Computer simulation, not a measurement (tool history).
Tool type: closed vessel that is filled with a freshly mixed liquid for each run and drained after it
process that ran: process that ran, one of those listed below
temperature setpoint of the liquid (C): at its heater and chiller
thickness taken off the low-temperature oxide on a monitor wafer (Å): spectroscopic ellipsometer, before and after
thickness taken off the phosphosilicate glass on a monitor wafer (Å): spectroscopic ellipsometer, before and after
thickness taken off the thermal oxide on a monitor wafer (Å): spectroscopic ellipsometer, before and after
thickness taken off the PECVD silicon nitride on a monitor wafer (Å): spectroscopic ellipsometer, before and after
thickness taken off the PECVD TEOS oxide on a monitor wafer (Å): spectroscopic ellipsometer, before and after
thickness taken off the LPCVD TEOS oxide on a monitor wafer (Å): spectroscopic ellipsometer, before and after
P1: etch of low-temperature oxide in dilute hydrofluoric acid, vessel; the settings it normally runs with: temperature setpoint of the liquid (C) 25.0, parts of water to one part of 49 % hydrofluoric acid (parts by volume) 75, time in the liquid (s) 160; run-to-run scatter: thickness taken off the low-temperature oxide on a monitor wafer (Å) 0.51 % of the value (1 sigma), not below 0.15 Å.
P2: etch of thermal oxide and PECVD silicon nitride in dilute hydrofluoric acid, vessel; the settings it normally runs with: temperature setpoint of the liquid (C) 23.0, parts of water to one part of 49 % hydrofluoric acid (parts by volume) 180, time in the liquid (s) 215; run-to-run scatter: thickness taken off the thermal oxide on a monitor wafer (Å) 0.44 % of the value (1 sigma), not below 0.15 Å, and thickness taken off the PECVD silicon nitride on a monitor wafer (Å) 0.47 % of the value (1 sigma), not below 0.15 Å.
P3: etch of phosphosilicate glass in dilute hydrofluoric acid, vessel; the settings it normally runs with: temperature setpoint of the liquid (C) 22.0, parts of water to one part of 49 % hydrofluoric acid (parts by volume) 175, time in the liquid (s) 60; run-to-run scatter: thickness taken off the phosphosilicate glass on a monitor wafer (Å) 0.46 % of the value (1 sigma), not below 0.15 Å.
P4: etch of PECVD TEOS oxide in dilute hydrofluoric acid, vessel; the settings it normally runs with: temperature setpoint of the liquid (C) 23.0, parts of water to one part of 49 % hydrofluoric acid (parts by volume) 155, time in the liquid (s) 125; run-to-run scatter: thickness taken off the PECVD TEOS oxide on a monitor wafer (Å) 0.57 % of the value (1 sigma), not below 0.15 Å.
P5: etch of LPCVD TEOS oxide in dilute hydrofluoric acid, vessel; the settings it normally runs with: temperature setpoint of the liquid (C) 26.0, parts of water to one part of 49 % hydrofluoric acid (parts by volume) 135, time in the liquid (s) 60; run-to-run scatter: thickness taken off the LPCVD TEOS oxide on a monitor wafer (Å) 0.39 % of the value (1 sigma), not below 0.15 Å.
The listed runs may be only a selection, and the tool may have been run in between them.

| run | hour | process that ran | temperature setpoint of the liquid (C) | parts of water to one part of 49 % hydrofluoric acid (parts by volume) | time in the liquid (s) | hours since the thermometer was replaced | hours since the hydrofluoric acid flow meter was replaced | thickness taken off the low-temperature oxide on a monitor wafer (Å) | thickness taken off the phosphosilicate glass on a monitor wafer (Å) | thickness taken off the thermal oxide on a monitor wafer (Å) | thickness taken off the PECVD silicon nitride on a monitor wafer (Å) | thickness taken off the PECVD TEOS oxide on a monitor wafer (Å) | thickness taken off the LPCVD TEOS oxide on a monitor wafer (Å) |
|---|---|---|---|---|---|---|---|---|---|---|---|---|---|
| 1 | 8.1 | P1 | 25.0 | 75 | 160 | 1147.5 | 1268.8 | 467.860 |  |  |  |  |  |
| 2 | 12.9 | P3 | 22.0 | 285 | 60 | 1152.3 | 1273.6 |  | 316.01 |  |  |  |  |
| 3 | 19.4 | P1 | 25.0 | 130 | 160 | 1158.8 | 1280.1 | 251.290 |  |  |  |  |  |
| 4 | 27.1 | P2 | 30.5 | 180 | 215 | 1166.5 | 1287.8 |  |  | 66.539 | 68.528 |  |  |
| 5 | 32.4 | P1 | 25.0 | 75 | 160 | 1171.8 | 1293.1 | 469.250 |  |  |  |  |  |
| 6 | 40.0 | P4 | 23.0 | 155 | 125 | 1179.4 | 1300.7 |  |  |  |  | 151.14 |  |
| 7 | 45.1 | P2 | 23.0 | 180 | 390 | 1184.5 | 1305.8 |  |  | 91.147 | 78.069 |  |  |
| 8 | 51.8 | P4 | 23.0 | 155 | 200 | 1191.2 | 1312.5 |  |  |  |  | 242.18 |  |
| 9 | 58.1 | P2 | 23.0 | 55 | 215 | 1197.5 | 1318.8 |  |  | 190.100 | 138.110 |  |  |
| 10 | 63.0 | P4 | 23.0 | 40 | 125 | 1202.4 | 1323.7 |  |  |  |  | 677.07 |  |
| 11 | 70.7 | P1 | 21.5 | 110 | 160 | 1210.1 | 1331.4 | 265.360 |  |  |  |  |  |
| 12 | 76.9 | P1 | 25.0 | 75 | 235 | 1216.3 | 1337.6 | 682.160 |  |  |  |  |  |
| 13 | 81.5 | P3 | 22.0 | 175 | 60 | 1220.9 | 1342.2 |  | 572.46 |  |  |  |  |
| 14 | 85.5 | P4 | 23.0 | 155 | 125 | 1224.9 | 1346.2 |  |  |  |  | 152.44 |  |
| 15 | 93.7 | P5 | 26.0 | 45 | 60 | 1233.1 | 1354.4 |  |  |  |  |  | 846.65 |
| 16 | 97.6 | P1 | 25.0 | 75 | 160 | 1237.0 | 1358.3 | 469.440 |  |  |  |  |  |
| 17 | 102.4 | P1 | 25.0 | 75 | 160 | 1241.8 | 1363.1 | 465.030 |  |  |  |  |  |
| 18 | 106.9 | P4 | 31.0 | 155 | 125 | 1246.3 | 1367.6 |  |  |  |  | 204.81 |  |
| 19 | 113.7 | P1 | 25.0 | 25 | 160 | 1253.1 | 1374.4 | 1510.700 |  |  |  |  |  |
| 20 | 119.2 | P3 | 22.0 | 175 | 100 | 1258.6 | 1379.9 |  | 964.07 |  |  |  |  |
| 21 | 126.4 | P5 | 19.5 | 135 | 60 | 1265.8 | 1387.1 |  |  |  |  |  | 194.33 |
| 22 | 131.0 | P3 | 17.0 | 175 | 60 | 1270.4 | 1391.7 |  | 471.09 |  |  |  |  |
| 23 | 139.2 | P1 | 25.0 | 75 | 160 | 1278.6 | 1399.9 | 465.280 |  |  |  |  |  |
| 24 | 145.2 | P5 | 26.0 | 135 | 60 | 1284.6 | 1405.9 |  |  |  |  |  | 250.21 |
| 25 | 152.9 | P1 | 20.0 | 75 | 160 | 1292.3 | 1413.6 | 379.950 |  |  |  |  |  |
| 26 | 160.8 | P1 | 17.0 | 75 | 30 | 1300.2 | 1421.5 | 62.143 |  |  |  |  |  |
| 27 | 168.7 | P1 | 25.0 | 75 | 160 | 1308.1 | 1429.4 | 463.280 |  |  |  |  |  |
| 28 | 176.8 | P1 | 31.0 | 75 | 160 | 1316.2 | 1437.5 | 586.140 |  |  |  |  |  |
| 29 | 183.6 | P2 | 23.0 | 180 | 215 | 1323.0 | 1444.3 |  |  | 49.913 | 42.874 |  |  |
| 30 | 191.5 | P5 | 26.0 | 135 | 110 | 1330.9 | 1452.2 |  |  |  |  |  | 461.38 |
| 31 | 197.3 | P1 | 25.0 | 75 | 45 | 1336.7 | 1458.0 | 131.300 |  |  |  |  |  |
| 32 | 203.4 | P1 | 25.0 | 75 | 160 | 1342.8 | 1464.1 | 465.700 |  |  |  |  |  |
| 33 | 208.6 | P1 | 25.0 | 75 | 160 | 1348.0 | 1469.3 | 455.520 |  |  |  |  |  |
| 34 | 215.3 | P1 | 25.0 | 75 | 160 | 1354.7 | 1476.0 | 436.600 |  |  |  |  |  |
| 35 | 219.8 | P1 | 25.0 | 75 | 160 | 1359.2 | 1480.5 | 438.430 |  |  |  |  |  |
| 36 | 224.3 | P1 | 25.0 | 75 | 160 | 1363.7 | 1485.0 | 431.590 |  |  |  |  |  |
| 37 | 228.9 | P1 | 25.0 | 75 | 160 | 1368.3 | 1489.6 | 427.370 |  |  |  |  |  |
| 38 | 236.0 | P1 | 25.0 | 75 | 160 | 1375.4 | 1496.7 | 424.820 |  |  |  |  |  |
| 39 | 243.6 | P1 | 25.0 | 75 | 160 | 1383.0 | 1504.3 | 426.540 |  |  |  |  |  |
| 40 | 249.9 | P1 | 25.0 | 75 | 160 | 1389.3 | 1510.6 | 424.580 |  |  |  |  |  |
| 41 | 257.1 | P1 | 25.0 | 75 | 160 | 1396.5 | 1517.8 | 423.870 |  |  |  |  |  |
| 42 | 263.6 | P1 | 25.0 | 75 | 160 | 1403.0 | 1524.3 | 423.190 |  |  |  |  |  |
| 43 | 267.8 | P1 | 25.0 | 75 | 160 | 1407.2 | 1528.5 | 424.200 |  |  |  |  |  |

The output of P1 has drifted from where it used to be. Each of the 2 causes below, taken at the size shown beside it, accounts for the log equally well:
A: liquid colder than its thermometer reads (K) = 2.44
B: hydrofluoric acid flow below the setpoint (%) = 8.55
The drift started at roughly hour 203.4.

Listed below are the offered check runs, one wafer per run, with question marks in place of results. For which of them would the causes give clearly different outcomes?
| check 1 | 272.0 | P2 | 23.0 | 180 | 295 |  |  |  |  | ? | ? |  |  |
| check 2 | 272.0 | P4 | 23.0 | 155 | 185 |  |  |  |  |  |  | ? |  |
| check 3 | 272.0 | P3 | 18.0 | 175 | 85 |  |  |  | ? |  |  |  |  |
| check 4 | 272.0 | P5 | 22.0 | 45 | 60 |  |  |  |  |  |  |  | ? |

Expected result of each check under each candidate cause:
| check | result | if A | if B |
|---|---|---|---|
| check 1 | thickness taken off the thermal oxide on a monitor wafer (Å) | 62.909 | 62.051 |
| check 1 | thickness taken off the PECVD silicon nitride on a monitor wafer (Å) | 50.342 | 54.025 |
| check 2 | thickness taken off the PECVD TEOS oxide on a monitor wafer (Å) | 204.76 | 202.68 |
| check 3 | thickness taken off the phosphosilicate glass on a monitor wafer (Å) | 628.84 | 625.01 |
| check 4 | thickness taken off the LPCVD TEOS oxide on a monitor wafer (Å) | 648.34 | 653.94 |
Distance between the nearest two causes, measured in the result of the check that separates them most: check 1 7.06 %; check 2 1.02 %; check 3 0.61 %; check 4 0.86 %
Only in check 1 would the causes give clearly different results; in the remaining checks their results would be nearly the same.

Here is what check 1 returned: thickness taken off the thermal oxide on a monitor wafer (Å) 62.666; thickness taken off the PECVD silicon nitride on a monitor wafer (Å) 50.593. Which cause is it?

A is the cause: liquid colder than its thermometer reads (K).
